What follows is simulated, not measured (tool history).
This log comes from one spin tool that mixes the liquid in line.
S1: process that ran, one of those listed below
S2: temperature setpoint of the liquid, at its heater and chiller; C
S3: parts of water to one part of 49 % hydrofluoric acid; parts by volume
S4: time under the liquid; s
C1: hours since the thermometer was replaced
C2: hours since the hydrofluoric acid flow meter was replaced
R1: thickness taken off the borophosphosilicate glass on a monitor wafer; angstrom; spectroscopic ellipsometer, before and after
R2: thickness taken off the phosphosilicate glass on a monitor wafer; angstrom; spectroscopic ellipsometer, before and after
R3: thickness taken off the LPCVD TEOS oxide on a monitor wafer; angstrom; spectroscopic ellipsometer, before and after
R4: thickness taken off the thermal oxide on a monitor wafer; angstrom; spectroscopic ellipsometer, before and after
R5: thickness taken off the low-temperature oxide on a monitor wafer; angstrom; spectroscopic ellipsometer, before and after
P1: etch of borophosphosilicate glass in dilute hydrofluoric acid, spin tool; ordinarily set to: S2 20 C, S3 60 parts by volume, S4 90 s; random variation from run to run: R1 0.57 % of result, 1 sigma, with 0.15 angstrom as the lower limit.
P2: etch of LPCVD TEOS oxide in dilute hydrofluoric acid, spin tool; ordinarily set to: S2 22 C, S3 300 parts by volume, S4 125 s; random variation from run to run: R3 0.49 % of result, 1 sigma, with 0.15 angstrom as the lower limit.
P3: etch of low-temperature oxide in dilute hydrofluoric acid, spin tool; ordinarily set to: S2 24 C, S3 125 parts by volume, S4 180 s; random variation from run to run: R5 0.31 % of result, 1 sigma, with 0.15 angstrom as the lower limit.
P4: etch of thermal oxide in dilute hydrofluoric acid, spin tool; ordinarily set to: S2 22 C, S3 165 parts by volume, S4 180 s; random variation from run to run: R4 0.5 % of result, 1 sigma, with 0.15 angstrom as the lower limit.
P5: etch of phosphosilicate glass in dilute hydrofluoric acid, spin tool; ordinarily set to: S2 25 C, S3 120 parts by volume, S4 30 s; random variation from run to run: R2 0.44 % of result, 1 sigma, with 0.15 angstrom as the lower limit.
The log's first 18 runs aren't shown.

{"run": 19, "hour": 174.5, "S1": "P3", "S2": 24, "S3": 125, "S4": 180, "C1": 355.2, "C2": 1075.4, "R5": 150.86}
{"run": 20, "hour": 183.6, "S1": "P3", "S2": 24, "S3": 125, "S4": 180, "C1": 364.3, "C2": 1084.5, "R5": 151.22}
{"run": 21, "hour": 197.7, "S1": "P4", "S2": 22, "S3": 165, "S4": 180, "C1": 378.4, "C2": 1098.6, "R4": 43.449}
{"run": 22, "hour": 205.4, "S1": "P4", "S2": 22, "S3": 165, "S4": 35, "C1": 386.1, "C2": 1106.3, "R4": 8.2303}
{"run": 23, "hour": 219.1, "S1": "P3", "S2": 24, "S3": 125, "S4": 15, "C1": 399.8, "C2": 1120, "R5": 12.816}
{"run": 24, "hour": 227.1, "S1": "P1", "S2": 17, "S3": 60, "S4": 15, "C1": 407.8, "C2": 1128, "R1": 91.992}
{"hour": 230.0, "done": "hydrofluoric acid flow meter replaced"}
{"run": 25, "hour": 241.0, "S1": "P3", "S2": 24, "S3": 50, "S4": 180, "C1": 421.7, "C2": 11.1, "R5": 416.12}
{"run": 26, "hour": 253.4, "S1": "P1", "S2": 27, "S3": 60, "S4": 90, "C1": 434.1, "C2": 23.5, "R1": 833.75}
{"run": 27, "hour": 264.6, "S1": "P4", "S2": 22, "S3": 165, "S4": 180, "C1": 445.3, "C2": 34.7, "R4": 43.261}
{"run": 28, "hour": 277.5, "S1": "P5", "S2": 25, "S3": 120, "S4": 30, "C1": 458.2, "C2": 47.6, "R2": 456.53}
{"run": 29, "hour": 286.1, "S1": "P4", "S2": 22, "S3": 100, "S4": 180, "C1": 466.8, "C2": 56.2, "R4": 76.741}
{"run": 30, "hour": 296.2, "S1": "P1", "S2": 20, "S3": 60, "S4": 25, "C1": 476.9, "C2": 66.3, "R1": 173.27}
{"run": 31, "hour": 309.4, "S1": "P5", "S2": 25, "S3": 55, "S4": 30, "C1": 490.1, "C2": 79.5, "R2": 1068.1}
{"run": 32, "hour": 322.2, "S1": "P1", "S2": 20, "S3": 60, "S4": 90, "C1": 502.9, "C2": 92.3, "R1": 619.49}
{"run": 33, "hour": 331.4, "S1": "P1", "S2": 20, "S3": 60, "S4": 90, "C1": 512.1, "C2": 101.5, "R1": 618.44}
{"run": 34, "hour": 344.6, "S1": "P1", "S2": 20, "S3": 60, "S4": 90, "C1": 525.3, "C2": 114.7, "R1": 646.31}
{"run": 35, "hour": 351.8, "S1": "P1", "S2": 20, "S3": 60, "S4": 90, "C1": 532.5, "C2": 121.9, "R1": 651.61}
{"run": 36, "hour": 362.5, "S1": "P1", "S2": 20, "S3": 60, "S4": 90, "C1": 543.2, "C2": 132.6, "R1": 654.28}
{"run": 37, "hour": 375.3, "S1": "P1", "S2": 20, "S3": 60, "S4": 90, "C1": 556, "C2": 145.4, "R1": 670.52}

Run 38 is up next; what results do you expect?
{"run": 38, "hour": 388.2, "S1": "P1", "S2": 20, "S3": 60, "S4": 90, "C1": 568.9, "C2": 158.3, "R1": "?"}

{"run 38": {"R1": 674.33}}
